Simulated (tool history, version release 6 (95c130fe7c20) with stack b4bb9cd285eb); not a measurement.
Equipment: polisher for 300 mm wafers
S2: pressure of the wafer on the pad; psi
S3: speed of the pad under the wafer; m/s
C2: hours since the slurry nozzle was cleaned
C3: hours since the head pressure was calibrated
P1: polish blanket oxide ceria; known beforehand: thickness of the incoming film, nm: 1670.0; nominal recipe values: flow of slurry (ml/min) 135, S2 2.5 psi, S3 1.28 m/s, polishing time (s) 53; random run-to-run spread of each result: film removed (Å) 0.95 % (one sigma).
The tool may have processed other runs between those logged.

run 1 hour=8.5 | flow_of_slurry_(ml/min)=135 S2=2.5 S3=1.28 polishing_time_(s)=53 | wafers_polished_on_this_pad=529 C2=548.8 C3=226 | film_removed_(Å)=2160.5
run 2 hour=20.1 | flow_of_slurry_(ml/min)=135 S2=2.5 S3=1.72 polishing_time_(s)=53 | wafers_polished_on_this_pad=655 C2=560.4 C3=237.6 | film_removed_(Å)=2863.5
run 3 hour=31.9 | flow_of_slurry_(ml/min)=135 S2=2.5 S3=1.28 polishing_time_(s)=28 | wafers_polished_on_this_pad=783 C2=572.2 C3=249.4 | film_removed_(Å)=1133.4
run 4 hour=40.9 | flow_of_slurry_(ml/min)=135 S2=2.5 S3=0.58 polishing_time_(s)=53 | wafers_polished_on_this_pad=881 C2=581.2 C3=258.4 | film_removed_(Å)=978.16
run 5 hour=56.2 | flow_of_slurry_(ml/min)=85 S2=1.8 S3=1.28 polishing_time_(s)=53 | wafers_polished_on_this_pad=1047 C2=596.5 C3=273.7 | film_removed_(Å)=1404.6
run 6 hour=69.6 | flow_of_slurry_(ml/min)=90 S2=2.5 S3=1.9 polishing_time_(s)=53 | wafers_polished_on_this_pad=1192 C2=609.9 C3=287.1 | film_removed_(Å)=2920.8
run 7 hour=83.7 | flow_of_slurry_(ml/min)=135 S2=2.5 S3=1.28 polishing_time_(s)=53 | wafers_polished_on_this_pad=1345 C2=624 C3=301.2 | film_removed_(Å)=2133.6
run 8 hour=92.9 | flow_of_slurry_(ml/min)=135 S2=3.9 S3=1.28 polishing_time_(s)=53 | wafers_polished_on_this_pad=1445 C2=633.2 C3=310.4 | film_removed_(Å)=3314.8
run 9 hour=107.7 | flow_of_slurry_(ml/min)=135 S2=1.2 S3=1.28 polishing_time_(s)=53 | wafers_polished_on_this_pad=1606 C2=648 C3=325.2 | film_removed_(Å)=1009.9
run 10 hour=125.4 | flow_of_slurry_(ml/min)=135 S2=2.5 S3=1.28 polishing_time_(s)=79 | wafers_polished_on_this_pad=1798 C2=665.7 C3=342.9 | film_removed_(Å)=3195.7
run 11 hour=136.4 | flow_of_slurry_(ml/min)=80 S2=2.5 S3=1.28 polishing_time_(s)=53 | wafers_polished_on_this_pad=1918 C2=676.7 C3=353.9 | film_removed_(Å)=1893.1
-- hour=148.7 slurry nozzle cleaned
run 12 hour=153.7 | flow_of_slurry_(ml/min)=135 S2=2.5 S3=1.28 polishing_time_(s)=53 | wafers_polished_on_this_pad=2106 C2=5 C3=371.2 | film_removed_(Å)=2159.8
run 13 hour=169.1 | flow_of_slurry_(ml/min)=195 S2=2.5 S3=1.28 polishing_time_(s)=53 | wafers_polished_on_this_pad=2273 C2=20.4 C3=386.6 | film_removed_(Å)=2298.3
-- hour=179.6 head pressure recalibrated
run 14 hour=181.9 | flow_of_slurry_(ml/min)=135 S2=2.5 S3=1.28 polishing_time_(s)=53 | wafers_polished_on_this_pad=2412 C2=33.2 C3=2.3 | film_removed_(Å)=2123.1
run 15 hour=199.2 | flow_of_slurry_(ml/min)=135 S2=2.5 S3=1.28 polishing_time_(s)=53 | wafers_polished_on_this_pad=2600 C2=50.5 C3=19.6 | film_removed_(Å)=2125.6
run 16 hour=217.7 | flow_of_slurry_(ml/min)=135 S2=2.5 S3=1.28 polishing_time_(s)=53 | wafers_polished_on_this_pad=2801 C2=69 C3=38.1 | film_removed_(Å)=2133.4

Expected results for the next run?
run 17 hour=227.7 | flow_of_slurry_(ml/min)=135 S2=2.5 S3=1.28 polishing_time_(s)=53 | wafers_polished_on_this_pad=2909 C2=79 C3=48.1 | film_removed_(Å)=?

Run 17 yielded film removed (Å) 2132.3.
